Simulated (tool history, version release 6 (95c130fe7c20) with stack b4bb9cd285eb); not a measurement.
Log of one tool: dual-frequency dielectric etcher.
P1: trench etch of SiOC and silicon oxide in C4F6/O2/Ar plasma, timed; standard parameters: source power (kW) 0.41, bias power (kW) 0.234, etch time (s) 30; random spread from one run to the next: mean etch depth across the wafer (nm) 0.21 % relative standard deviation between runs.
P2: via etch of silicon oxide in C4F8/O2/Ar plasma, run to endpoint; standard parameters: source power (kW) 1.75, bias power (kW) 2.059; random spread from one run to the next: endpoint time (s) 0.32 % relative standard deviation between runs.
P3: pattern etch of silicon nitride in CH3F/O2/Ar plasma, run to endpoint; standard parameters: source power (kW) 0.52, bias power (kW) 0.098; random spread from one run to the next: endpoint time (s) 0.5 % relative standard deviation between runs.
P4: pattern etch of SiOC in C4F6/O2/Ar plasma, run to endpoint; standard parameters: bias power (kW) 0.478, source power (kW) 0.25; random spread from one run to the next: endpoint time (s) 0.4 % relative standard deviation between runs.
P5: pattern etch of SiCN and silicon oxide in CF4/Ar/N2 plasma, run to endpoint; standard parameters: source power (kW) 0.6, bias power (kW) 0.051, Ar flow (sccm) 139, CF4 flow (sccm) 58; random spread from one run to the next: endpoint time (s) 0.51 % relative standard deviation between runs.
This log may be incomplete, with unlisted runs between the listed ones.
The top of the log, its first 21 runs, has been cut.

run	hour	process that ran	source power (kW)	bias power (kW)	etch time (s)	Ar flow (sccm)	CF4 flow (sccm)	hours since the last wet clean	hours since the last source power generator calibration	hours since the last bias power generator calibration	mean etch depth across the wafer (nm)	endpoint time (s)
22	231.9	P1	0.41	0.234	30			121.8	576.6	660.8	64.602	
23	246.7	P1	0.41	0.155	30			136.6	591.4	675.6	56.9	
24	259.7	P5	0.6	0.051		139	58	149.6	604.4	688.6		9.7679
25	274.1	P1	0.41	0.234	30			164	618.8	703	64.843	
26	286.2	P5	0.6	0.068		139	58	176.1	630.9	715.1		8.7437
27	300.3	P1	0.41	0.234	30			190.2	645	729.2	64.799	
28	315.1	P1	0.52	0.234	30			205	659.8	744	70.852	
29	328.8	P5	0.6	0.051		139	69	218.7	673.5	757.7		9.3251
30	336.5	P1	0.41	0.234	30			226.4	681.2	765.4	64.545	

For run 31, what comes out?
31	348.9	P1	0.41	0.234	30			238.8	693.6	777.8	?	

mean etch depth across the wafer (nm): 64.459
